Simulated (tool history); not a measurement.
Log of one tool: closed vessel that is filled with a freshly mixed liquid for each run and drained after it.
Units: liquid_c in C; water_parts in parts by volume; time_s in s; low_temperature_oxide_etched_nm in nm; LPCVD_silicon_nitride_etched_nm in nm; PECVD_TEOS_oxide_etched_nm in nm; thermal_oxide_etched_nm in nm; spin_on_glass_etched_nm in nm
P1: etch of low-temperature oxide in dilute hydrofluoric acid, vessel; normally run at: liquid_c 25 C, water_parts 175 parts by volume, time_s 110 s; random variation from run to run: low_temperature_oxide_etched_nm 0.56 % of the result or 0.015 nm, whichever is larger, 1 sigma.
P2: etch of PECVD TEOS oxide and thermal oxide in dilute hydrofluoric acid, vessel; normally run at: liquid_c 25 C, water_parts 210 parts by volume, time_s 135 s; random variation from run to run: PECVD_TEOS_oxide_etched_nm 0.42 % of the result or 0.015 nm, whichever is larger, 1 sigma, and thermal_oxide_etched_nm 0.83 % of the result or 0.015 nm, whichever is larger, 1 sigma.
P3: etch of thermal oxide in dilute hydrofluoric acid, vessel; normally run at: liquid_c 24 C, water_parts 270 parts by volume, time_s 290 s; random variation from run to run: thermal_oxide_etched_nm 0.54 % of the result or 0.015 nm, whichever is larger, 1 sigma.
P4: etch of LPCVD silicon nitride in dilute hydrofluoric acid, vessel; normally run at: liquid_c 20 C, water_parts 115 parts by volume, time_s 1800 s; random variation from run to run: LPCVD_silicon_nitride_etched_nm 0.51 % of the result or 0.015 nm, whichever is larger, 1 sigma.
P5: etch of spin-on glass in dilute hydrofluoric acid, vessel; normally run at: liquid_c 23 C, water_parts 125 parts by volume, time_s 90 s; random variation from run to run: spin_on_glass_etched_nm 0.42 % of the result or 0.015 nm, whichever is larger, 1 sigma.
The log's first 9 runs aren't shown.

run,hour,process,liquid_c,water_parts,time_s,low_temperature_oxide_etched_nm,LPCVD_silicon_nitride_etched_nm,PECVD_TEOS_oxide_etched_nm,thermal_oxide_etched_nm,spin_on_glass_etched_nm
10,96.7,P3,17,270,290,,,,3.3307,
11,109.5,P2,25,210,135,,,8.6473,3.0178,
12,119.4,P3,24,270,290,,,,4.2309,
13,132,P4,20,115,3240,,11.721,,,
14,140.2,P1,30,175,110,7.7296,,,,
15,147.3,P1,25,90,110,13.987,,,,
16,153.8,P3,24,270,30,,,,0.42758,
17,163,P1,21.5,45,110,25.707,,,,
18,172,P1,25,175,110,6.5566,,,,
19,184.5,P3,24,70,290,,,,20.575,
20,191.3,P5,23,125,90,,,,,46.778
21,200.2,P4,28,115,1800,,10.996,,,
22,207.6,P1,20.5,175,110,5.4511,,,,
23,214.9,P5,27.5,125,90,,,,,55.376
24,229.1,P1,25,175,60,3.5735,,,,
25,237.8,P5,23,125,175,,,,,91.108
26,245.5,P2,31.5,210,135,,,10.926,3.7687,
# hour 247.3: thermometer replaced
27,255.2,P1,25,80,35,5.0627,,,,
28,268.5,P1,25,175,160,9.4159,,,,
29,275.3,P5,23,215,90,,,,,24.621
30,285.3,P5,23,125,90,,,,,46.896
31,295,P1,25,175,110,6.536,,,,

The next listed run, before its measurement:
32,302.9,P1,25,175,110,?,,,,

{"run 32": {"low_temperature_oxide_etched_nm": 6.4994}}
